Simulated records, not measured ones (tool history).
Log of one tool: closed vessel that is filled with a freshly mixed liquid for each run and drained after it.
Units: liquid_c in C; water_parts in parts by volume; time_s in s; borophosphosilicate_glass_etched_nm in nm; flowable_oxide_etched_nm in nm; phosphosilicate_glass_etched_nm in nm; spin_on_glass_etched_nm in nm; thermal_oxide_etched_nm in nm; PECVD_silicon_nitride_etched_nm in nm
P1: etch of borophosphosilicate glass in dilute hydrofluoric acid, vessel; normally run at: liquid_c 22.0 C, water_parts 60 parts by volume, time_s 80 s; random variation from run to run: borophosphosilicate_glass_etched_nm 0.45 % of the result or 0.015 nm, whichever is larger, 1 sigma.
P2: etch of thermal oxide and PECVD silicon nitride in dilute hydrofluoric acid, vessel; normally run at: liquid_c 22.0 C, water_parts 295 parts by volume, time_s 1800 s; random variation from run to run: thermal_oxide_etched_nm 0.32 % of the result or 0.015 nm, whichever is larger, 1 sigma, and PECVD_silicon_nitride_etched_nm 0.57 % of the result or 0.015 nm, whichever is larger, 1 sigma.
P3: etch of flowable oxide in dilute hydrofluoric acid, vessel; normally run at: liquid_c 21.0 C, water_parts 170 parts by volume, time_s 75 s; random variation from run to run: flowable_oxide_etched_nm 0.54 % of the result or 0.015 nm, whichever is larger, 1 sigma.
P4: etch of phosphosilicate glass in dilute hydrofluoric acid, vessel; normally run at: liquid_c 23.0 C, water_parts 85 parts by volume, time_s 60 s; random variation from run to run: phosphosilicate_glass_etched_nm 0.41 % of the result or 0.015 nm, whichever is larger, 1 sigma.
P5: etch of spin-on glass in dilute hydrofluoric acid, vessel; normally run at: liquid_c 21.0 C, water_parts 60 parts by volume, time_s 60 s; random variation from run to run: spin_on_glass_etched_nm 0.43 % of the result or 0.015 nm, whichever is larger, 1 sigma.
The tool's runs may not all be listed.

run,day,process,liquid_c,water_parts,time_s,borophosphosilicate_glass_etched_nm,flowable_oxide_etched_nm,phosphosilicate_glass_etched_nm,spin_on_glass_etched_nm,thermal_oxide_etched_nm,PECVD_silicon_nitride_etched_nm
1,0.433,P1,22.0,60,80,47.749,,,,,
2,0.854,P3,21.0,170,40,,12.314,,,,
3,1.271,P4,28.5,85,60,,,58.126,,,
4,1.746,P1,22.0,60,80,47.135,,,,,
5,2.112,P5,21.0,60,30,,,,21.619,,
6,2.433,P1,22.0,60,80,47.370,,,,,
7,2.704,P1,22.0,60,80,47.563,,,,,
8,3.088,P1,22.0,20,80,149.690,,,,,
9,3.600,P4,23.0,85,100,,,78.624,,,
10,4.117,P4,23.0,85,60,,,47.347,,,
11,4.508,P4,23.0,85,60,,,46.978,,,
12,4.979,P1,17.0,60,30,14.367,,,,,
13,5.279,P4,23.0,125,60,,,30.582,,,
14,5.600,P5,21.0,60,60,,,,43.087,,
15,6.112,P1,22.0,105,80,25.548,,,,,
16,6.421,P1,17.0,60,80,38.486,,,,,
17,6.888,P5,27.5,60,60,,,,56.509,,
18,7.188,P1,22.0,60,150,88.518,,,,,
19,7.558,P1,27.0,85,80,39.824,,,,,
20,8.054,P3,17.0,170,75,,19.718,,,,
21,8.400,P2,26.5,295,1800,,,,,24.472,17.0100
22,8.804,P2,22.0,295,3440,,,,,40.072,25.0760
23,9.121,P3,21.0,240,75,,15.151,,,,
24,9.404,P3,21.0,170,75,,23.027,,,,
25,9.767,P2,22.0,295,1800,,,,,20.930,12.9100
26,10.254,P1,27.5,60,80,59.111,,,,,
27,10.533,P5,21.0,90,60,,,,27.906,,
28,10.817,P5,21.0,60,60,,,,43.389,,
29,11.229,P1,22.0,100,45,15.239,,,,,
30,11.750,P2,22.0,445,1800,,,,,12.215,8.6773
31,12.125,P1,22.0,60,30,17.833,,,,,
32,12.362,P1,22.0,60,80,47.418,,,,,
33,12.700,P1,22.0,60,80,46.339,,,,,
34,13.033,P1,22.0,60,80,45.516,,,,,
35,13.450,P1,22.0,60,80,44.981,,,,,
36,13.679,P1,22.0,60,80,44.888,,,,,
37,14.146,P1,22.0,60,80,44.641,,,,,
38,14.612,P1,22.0,60,80,44.540,,,,,

What P1 gives has crept away from where it was. These 2 causes fit the log equally well, each at the size given:
A: liquid colder than its thermometer reads (K) = 1.48
B: hydrofluoric acid flow below the setpoint (%) = 5.56
The creep began at about day 12.362.

4 check runs are offered, each on 2 wafers whose results are averaged, their results left as question marks. Which one tells the causes apart?
check 1,15.079,P3,21.0,170,75,,?,,,,
check 2,15.079,P2,22.0,295,1800,,,,,?,?
check 3,15.079,P5,21.0,60,60,,,,?,,
check 4,15.079,P4,23.0,85,60,,,?,,,

What each check would give under each cause:
check,result,if A,if B
check 1,flowable_oxide_etched_nm,21.781,21.575
check 2,thermal_oxide_etched_nm,19.910,19.515
check 2,PECVD_silicon_nitride_etched_nm,11.8210,12.2670
check 3,spin_on_glass_etched_nm,40.605,40.640
check 4,phosphosilicate_glass_etched_nm,44.307,44.171
How far apart the two closest causes lie, in the result that separates them most: check 1 0.95 %; check 2 3.7 %; check 3 0.08 %; check 4 0.31 %
Only check 2 tells the causes apart: in the others they would give nearly the same result.

Check 2 was then run and gave: thermal_oxide_etched_nm 19.910 nm; PECVD_silicon_nitride_etched_nm 11.8410 nm. Which cause is it?

It is A: liquid colder than its thermometer reads (K).
